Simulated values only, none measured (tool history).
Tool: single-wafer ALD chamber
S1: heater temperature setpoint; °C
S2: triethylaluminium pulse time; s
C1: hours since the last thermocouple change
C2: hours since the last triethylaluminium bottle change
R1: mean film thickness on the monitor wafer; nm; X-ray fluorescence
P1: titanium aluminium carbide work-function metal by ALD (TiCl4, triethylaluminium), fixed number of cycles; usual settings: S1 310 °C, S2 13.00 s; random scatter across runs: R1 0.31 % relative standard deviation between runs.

run	hour	S1	S2	C1	C2	R1
1	12.7	310	13.00	2265.9	474.1	2.0778
# hour 16.9: triethylaluminium bottle replaced
2	19.5	310	13.00	2272.7	2.7	2.0864
3	25.6	290	7.68	2278.8	8.8	1.7900
4	32.4	334	13.00	2285.6	15.6	2.2942
5	39.1	310	13.00	2292.3	22.3	2.0874
6	45.2	286	16.66	2298.4	28.4	1.8908
7	58.9	310	13.00	2312.1	42.1	2.0867
8	67.5	310	13.00	2320.7	50.7	2.0985
9	77.8	288	13.00	2331.0	61.0	1.8980
# hour 80.8: thermocouple changed; heater temperature recalibrated
10	86.8	310	18.56	6.1	70.0	2.1108
11	98.7	310	7.50	18.0	81.9	1.9530
12	110.5	310	13.00	29.8	93.7	2.0959
13	124.1	321	6.13	43.4	107.3	1.9430
14	137.0	310	13.00	56.3	120.2	2.0844
15	146.6	310	13.00	65.9	129.8	2.0832
16	158.9	310	13.00	78.2	142.1	2.0640
17	171.3	310	13.00	90.6	154.5	2.0676
18	184.1	310	13.00	103.4	167.3	2.0686
19	195.9	310	13.00	115.2	179.1	2.0541

Run 20 is up next; what results do you expect?
20	209.5	310	13.00	128.8	192.7	?

R1: 2.0596 nm
